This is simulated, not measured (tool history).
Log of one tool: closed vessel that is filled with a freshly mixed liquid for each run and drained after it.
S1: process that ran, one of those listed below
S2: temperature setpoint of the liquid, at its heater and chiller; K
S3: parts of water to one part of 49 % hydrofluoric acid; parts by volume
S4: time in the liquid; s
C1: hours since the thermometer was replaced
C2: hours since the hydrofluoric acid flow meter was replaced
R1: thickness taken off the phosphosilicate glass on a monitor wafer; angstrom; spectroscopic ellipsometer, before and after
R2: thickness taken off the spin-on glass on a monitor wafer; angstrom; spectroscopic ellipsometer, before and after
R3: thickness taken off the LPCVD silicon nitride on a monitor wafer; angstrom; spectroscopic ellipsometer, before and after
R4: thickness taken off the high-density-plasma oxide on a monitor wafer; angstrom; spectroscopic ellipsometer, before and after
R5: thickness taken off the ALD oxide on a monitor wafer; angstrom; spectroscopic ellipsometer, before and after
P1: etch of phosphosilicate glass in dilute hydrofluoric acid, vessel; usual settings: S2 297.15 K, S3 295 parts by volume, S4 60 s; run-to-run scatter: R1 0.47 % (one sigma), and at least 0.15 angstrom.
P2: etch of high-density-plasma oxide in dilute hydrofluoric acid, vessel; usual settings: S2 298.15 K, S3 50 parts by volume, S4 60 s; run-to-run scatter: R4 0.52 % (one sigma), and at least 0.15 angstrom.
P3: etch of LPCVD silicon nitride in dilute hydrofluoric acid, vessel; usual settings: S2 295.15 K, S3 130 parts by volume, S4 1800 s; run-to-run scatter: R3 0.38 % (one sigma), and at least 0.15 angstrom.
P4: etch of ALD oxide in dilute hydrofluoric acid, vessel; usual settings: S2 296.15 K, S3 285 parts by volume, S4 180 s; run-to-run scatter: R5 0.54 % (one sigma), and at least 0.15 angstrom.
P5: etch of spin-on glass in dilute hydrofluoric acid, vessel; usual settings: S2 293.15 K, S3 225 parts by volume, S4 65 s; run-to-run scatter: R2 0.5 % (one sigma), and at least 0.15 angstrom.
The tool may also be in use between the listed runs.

run,hour,S1,S2,S3,S4,C1,C2,R1,R2,R3,R4,R5
1,13.1,P1,297.15,295,60,266.2,921.1,329.700,,,,
2,20.0,P1,297.15,475,30,273.1,928.0,87.093,,,,
3,28.1,P5,298.65,225,65,281.2,936.1,,77.070,,,
4,40.0,P3,295.15,130,1800,293.1,948.0,,,57.326,,
5,49.7,P2,298.15,50,95,302.8,957.7,,,,230.490,
6,61.5,P1,292.65,295,60,314.6,969.5,279.210,,,,
7,68.5,P4,301.65,285,180,321.6,976.5,,,,,76.417
8,74.4,P1,297.15,295,30,327.5,982.4,166.120,,,,
9,83.1,P4,296.15,285,180,336.2,991.1,,,,,63.562
10,92.6,P2,298.15,80,60,345.7,1000.6,,,,87.229,
11,100.4,P3,300.65,130,1800,353.5,1008.4,,,83.135,,
12,108.3,P1,297.15,100,60,361.4,1016.3,1206.700,,,,
13,115.5,P2,298.15,50,60,368.6,1023.5,,,,145.570,
14,126.4,P1,297.15,295,95,379.5,1034.4,521.420,,,,
15,133.3,P3,295.15,130,2845,386.4,1041.3,,,90.532,,
16,144.8,P5,293.15,225,100,397.9,1052.8,,97.615,,,
17,151.2,P1,297.15,295,60,404.3,1059.2,329.180,,,,
18,163.7,P3,295.15,130,1800,416.8,1071.7,,,57.785,,
19,169.7,P3,295.15,60,1800,422.8,1077.7,,,123.290,,
20,178.9,P5,293.15,225,65,432.0,1086.9,,63.209,,,
21,190.8,P4,296.15,285,40,443.9,1098.8,,,,,14.432
22,200.9,P2,305.15,50,60,454.0,1108.9,,,,194.260,
23,210.1,P1,291.15,295,115,463.2,1118.1,506.040,,,,
24,221.6,P1,297.15,295,60,474.7,1129.6,331.190,,,,
25,228.6,P1,297.15,295,60,481.7,1136.6,329.280,,,,
26,237.8,P4,296.15,470,180,490.9,1145.8,,,,,32.994
27,244.4,P1,297.15,505,60,497.5,1152.4,158.910,,,,
28,255.5,P1,305.15,295,60,508.6,1163.5,431.480,,,,
29,264.9,P1,297.15,295,60,518.0,1172.9,332.700,,,,
30,276.7,P5,293.15,310,65,529.8,1184.7,,42.395,,,
31,284.9,P1,297.15,295,60,538.0,1192.9,332.220,,,,
32,295.3,P1,297.15,295,60,548.4,1203.3,338.130,,,,
33,305.1,P1,297.15,295,60,558.2,1213.1,343.890,,,,
34,316.4,P1,297.15,295,60,569.5,1224.4,342.730,,,,
35,322.4,P1,297.15,295,60,575.5,1230.4,343.120,,,,
36,335.5,P1,297.15,295,60,588.6,1243.5,346.970,,,,
37,344.1,P1,297.15,295,60,597.2,1252.1,348.080,,,,
38,354.3,P1,297.15,295,60,607.4,1262.3,346.640,,,,
39,362.1,P1,297.15,295,60,615.2,1270.1,348.500,,,,
40,369.8,P1,297.15,295,60,622.9,1277.8,349.300,,,,

Forecast run 41:
41,379.2,P1,297.15,295,60,632.3,1287.2,?,,,,

Run 41 gave R1 348.840 angstrom.
